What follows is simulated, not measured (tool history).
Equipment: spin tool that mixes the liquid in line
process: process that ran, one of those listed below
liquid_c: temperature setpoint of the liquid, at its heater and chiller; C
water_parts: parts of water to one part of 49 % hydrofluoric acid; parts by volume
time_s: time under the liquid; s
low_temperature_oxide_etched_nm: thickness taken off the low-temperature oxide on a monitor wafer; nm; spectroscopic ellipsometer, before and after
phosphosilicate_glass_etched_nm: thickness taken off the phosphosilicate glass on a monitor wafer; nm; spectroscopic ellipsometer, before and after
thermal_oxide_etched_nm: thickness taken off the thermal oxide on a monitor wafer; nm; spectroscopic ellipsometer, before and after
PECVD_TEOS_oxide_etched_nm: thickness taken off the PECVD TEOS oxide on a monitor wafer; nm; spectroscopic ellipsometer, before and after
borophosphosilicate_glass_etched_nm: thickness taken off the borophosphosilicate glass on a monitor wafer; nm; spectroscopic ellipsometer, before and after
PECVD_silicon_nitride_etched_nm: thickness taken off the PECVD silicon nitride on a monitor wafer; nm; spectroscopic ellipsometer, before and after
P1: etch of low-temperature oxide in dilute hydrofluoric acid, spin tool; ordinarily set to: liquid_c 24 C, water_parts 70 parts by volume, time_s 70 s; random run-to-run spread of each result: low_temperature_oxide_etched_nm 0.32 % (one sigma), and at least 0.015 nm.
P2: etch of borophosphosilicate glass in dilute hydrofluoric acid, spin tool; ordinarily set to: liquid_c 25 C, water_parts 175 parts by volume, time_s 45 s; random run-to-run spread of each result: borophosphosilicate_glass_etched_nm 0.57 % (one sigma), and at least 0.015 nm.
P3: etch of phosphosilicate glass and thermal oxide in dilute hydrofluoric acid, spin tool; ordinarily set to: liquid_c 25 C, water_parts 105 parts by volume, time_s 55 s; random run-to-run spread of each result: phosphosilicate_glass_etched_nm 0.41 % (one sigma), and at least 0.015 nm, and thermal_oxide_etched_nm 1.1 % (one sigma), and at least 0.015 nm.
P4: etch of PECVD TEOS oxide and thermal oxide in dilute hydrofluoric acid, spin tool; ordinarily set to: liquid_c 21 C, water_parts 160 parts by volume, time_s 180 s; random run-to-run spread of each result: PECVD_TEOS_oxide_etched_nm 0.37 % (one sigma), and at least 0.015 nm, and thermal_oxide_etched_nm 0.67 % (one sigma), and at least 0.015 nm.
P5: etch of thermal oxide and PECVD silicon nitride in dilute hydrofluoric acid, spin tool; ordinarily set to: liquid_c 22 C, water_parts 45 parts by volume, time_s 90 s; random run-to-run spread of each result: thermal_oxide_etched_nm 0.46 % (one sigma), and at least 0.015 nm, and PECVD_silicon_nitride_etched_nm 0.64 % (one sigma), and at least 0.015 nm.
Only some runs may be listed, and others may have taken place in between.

| run | hour | process | liquid_c | water_parts | time_s | hours since the thermometer was replaced | hours since the hydrofluoric acid flow meter was replaced | low_temperature_oxide_etched_nm | phosphosilicate_glass_etched_nm | thermal_oxide_etched_nm | PECVD_TEOS_oxide_etched_nm | borophosphosilicate_glass_etched_nm | PECVD_silicon_nitride_etched_nm |
|---|---|---|---|---|---|---|---|---|---|---|---|---|---|
| 1 | 4.1 | P1 | 24 | 70 | 70 | 217.3 | 396.6 | 14.901 |  |  |  |  |  |
| 2 | 8.2 | P3 | 25 | 105 | 55 | 221.4 | 400.7 |  | 52.817 | 2.494 |  |  |  |
| 3 | 11.9 | P4 | 21 | 160 | 180 | 225.1 | 404.4 |  |  | 4.1098 | 8.8832 |  |  |
| 4 | 19.4 | P2 | 25 | 25 | 45 | 232.6 | 411.9 |  |  |  |  | 109.66 |  |
| 5 | 25.7 | P5 | 22 | 45 | 90 | 238.9 | 418.2 |  |  | 9.4165 |  |  | 4.5778 |
| 6 | 32.7 | P1 | 24 | 70 | 120 | 245.9 | 425.2 | 25.654 |  |  |  |  |  |
| 7 | 36.1 | P5 | 22 | 45 | 90 | 249.3 | 428.6 |  |  | 9.4026 |  |  | 4.6335 |
| 8 | 41.8 | P2 | 25 | 175 | 75 | 255 | 434.3 |  |  |  |  | 21.444 |  |
| 9 | 46.3 | P1 | 24 | 40 | 70 | 259.5 | 438.8 | 27.395 |  |  |  |  |  |
| 10 | 51.5 | P2 | 25 | 175 | 45 | 264.7 | 444 |  |  |  |  | 12.956 |  |
| 11 | 55 | P5 | 18.5 | 45 | 90 | 268.2 | 447.5 |  |  | 8.065 |  |  | 3.608 |
| 12 | 62.3 | P3 | 32 | 105 | 55 | 275.5 | 454.8 |  | 68.233 | 3.1937 |  |  |  |
| 13 | 70 | P5 | 22 | 75 | 90 | 283.2 | 462.5 |  |  | 5.4582 |  |  | 2.7723 |
| 14 | 76.6 | P3 | 25 | 105 | 90 | 289.8 | 469.1 |  | 86.393 | 3.9566 |  |  |  |
| 15 | 84.4 | P1 | 24 | 70 | 70 | 297.6 | 476.9 | 14.933 |  |  |  |  |  |
| 16 | 89.6 | P1 | 18.5 | 70 | 70 | 302.8 | 482.1 | 11.861 |  |  |  |  |  |
| 17 | 95.7 | P4 | 21 | 160 | 45 | 308.9 | 488.2 |  |  | 1.0256 | 2.2008 |  |  |
| 18 | 100 | P2 | 25 | 175 | 45 | 313.2 | 492.5 |  |  |  |  | 12.847 |  |
| 19 | 105 | P3 | 25 | 70 | 55 | 318.2 | 497.5 |  | 82.484 | 3.883 |  |  |  |
| 20 | 108.7 | P1 | 24 | 110 | 70 | 321.9 | 501.2 | 9.0356 |  |  |  |  |  |
| 21 | 112.5 | P1 | 24 | 70 | 70 | 325.7 | 505 | 14.919 |  |  |  |  |  |
| 22 | 116.1 | P1 | 24 | 70 | 70 | 329.3 | 508.6 | 14.954 |  |  |  |  |  |
| 23 | 123.1 | P1 | 19.5 | 35 | 70 | 336.3 | 515.6 | 25.84 |  |  |  |  |  |
| 24 | 128.5 | P2 | 32.5 | 175 | 45 | 341.7 | 521 |  |  |  |  | 16.95 |  |
| 25 | 136.2 | P1 | 28 | 70 | 70 | 349.4 | 528.7 | 17.472 |  |  |  |  |  |
| 26 | 143.6 | P1 | 24 | 70 | 15 | 356.8 | 536.1 | 3.2035 |  |  |  |  |  |
| 27 | 150 | P4 | 17 | 160 | 180 | 363.2 | 542.5 |  |  | 3.5035 | 7.5866 |  |  |
| 28 | 155.2 | P5 | 22 | 45 | 15 | 368.4 | 547.7 |  |  | 1.5661 |  |  | 0.76985 |
| 29 | 161.4 | P4 | 21 | 80 | 180 | 374.6 | 553.9 |  |  | 9.1495 | 19.408 |  |  |
| 30 | 167.4 | P1 | 17 | 70 | 15 | 380.6 | 559.9 | 2.3995 |  |  |  |  |  |
| 31 | 171.7 | P1 | 24 | 70 | 70 | 384.9 | 564.2 | 15.021 |  |  |  |  |  |
| 32 | 175.2 | P1 | 24 | 70 | 70 | 388.4 | 567.7 | 14.732 |  |  |  |  |  |
| 33 | 182 | P1 | 24 | 70 | 70 | 395.2 | 574.5 | 14.507 |  |  |  |  |  |
| 34 | 187 | P1 | 24 | 70 | 70 | 400.2 | 579.5 | 14.297 |  |  |  |  |  |
| 35 | 191.5 | P1 | 24 | 70 | 70 | 404.7 | 584 | 14.194 |  |  |  |  |  |
| 36 | 199 | P1 | 24 | 70 | 70 | 412.2 | 591.5 | 14.042 |  |  |  |  |  |
| 37 | 206 | P1 | 24 | 70 | 70 | 419.2 | 598.5 | 14.031 |  |  |  |  |  |
| 38 | 210.5 | P1 | 24 | 70 | 70 | 423.7 | 603 | 14.054 |  |  |  |  |  |
| 39 | 215.1 | P1 | 24 | 70 | 70 | 428.3 | 607.6 | 14.01 |  |  |  |  |  |
| 40 | 221.3 | P1 | 24 | 70 | 70 | 434.5 | 613.8 | 13.997 |  |  |  |  |  |
| 41 | 226.7 | P1 | 24 | 70 | 70 | 439.9 | 619.2 | 14.123 |  |  |  |  |  |

The log shows P1 creeping away from where it was. Any of the 2 causes listed here, at the size stated for it, fits the log just as well as the others:
A: hydrofluoric acid flow below the setpoint (%) = 5.6
B: liquid colder than its thermometer reads (K) = 1.55
The gradual shift began around hour 171.7.

4 check runs are offered, each on 2 wafers whose results are averaged, their results left as question marks. Which one tells the causes apart?
| check 1 | 232.1 | P3 | 25 | 75 | 85 |  |  |  | ? | ? |  |  |  |
| check 2 | 232.1 | P2 | 25 | 30 | 65 |  |  |  |  |  |  | ? |  |
| check 3 | 232.1 | P5 | 22 | 70 | 90 |  |  |  |  | ? |  |  | ? |
| check 4 | 232.1 | P4 | 21 | 110 | 180 |  |  |  |  | ? | ? |  |  |

What every check run would give for each of its results, assuming each possible cause in turn:
| check | result | if A | if B |
|---|---|---|---|
| check 1 | phosphosilicate_glass_etched_nm | 111.14 | 111.25 |
| check 1 | thermal_oxide_etched_nm | 5.1552 | 5.1603 |
| check 2 | borophosphosilicate_glass_etched_nm | 123.37 | 122.8 |
| check 3 | thermal_oxide_etched_nm | 5.5086 | 5.4997 |
| check 3 | PECVD_silicon_nitride_etched_nm | 2.8269 | 2.6908 |
| check 4 | thermal_oxide_etched_nm | 6.0132 | 6.0244 |
| check 4 | PECVD_TEOS_oxide_etched_nm | 12.802 | 12.826 |
Minimum pairwise separation of causes per check, each pair taken at its best-separating result: check 1 0.1 %; check 2 0.46 %; check 3 4.94 %; check 4 0.19 %
The causes can be told apart only by check 3. The other checks would give nearly the same results under each of them.

Here is what check 3 returned: thermal_oxide_etched_nm 5.5127 nm; PECVD_silicon_nitride_etched_nm 2.6684 nm. Which cause is it?

It was cause B: liquid colder than its thermometer reads (K).

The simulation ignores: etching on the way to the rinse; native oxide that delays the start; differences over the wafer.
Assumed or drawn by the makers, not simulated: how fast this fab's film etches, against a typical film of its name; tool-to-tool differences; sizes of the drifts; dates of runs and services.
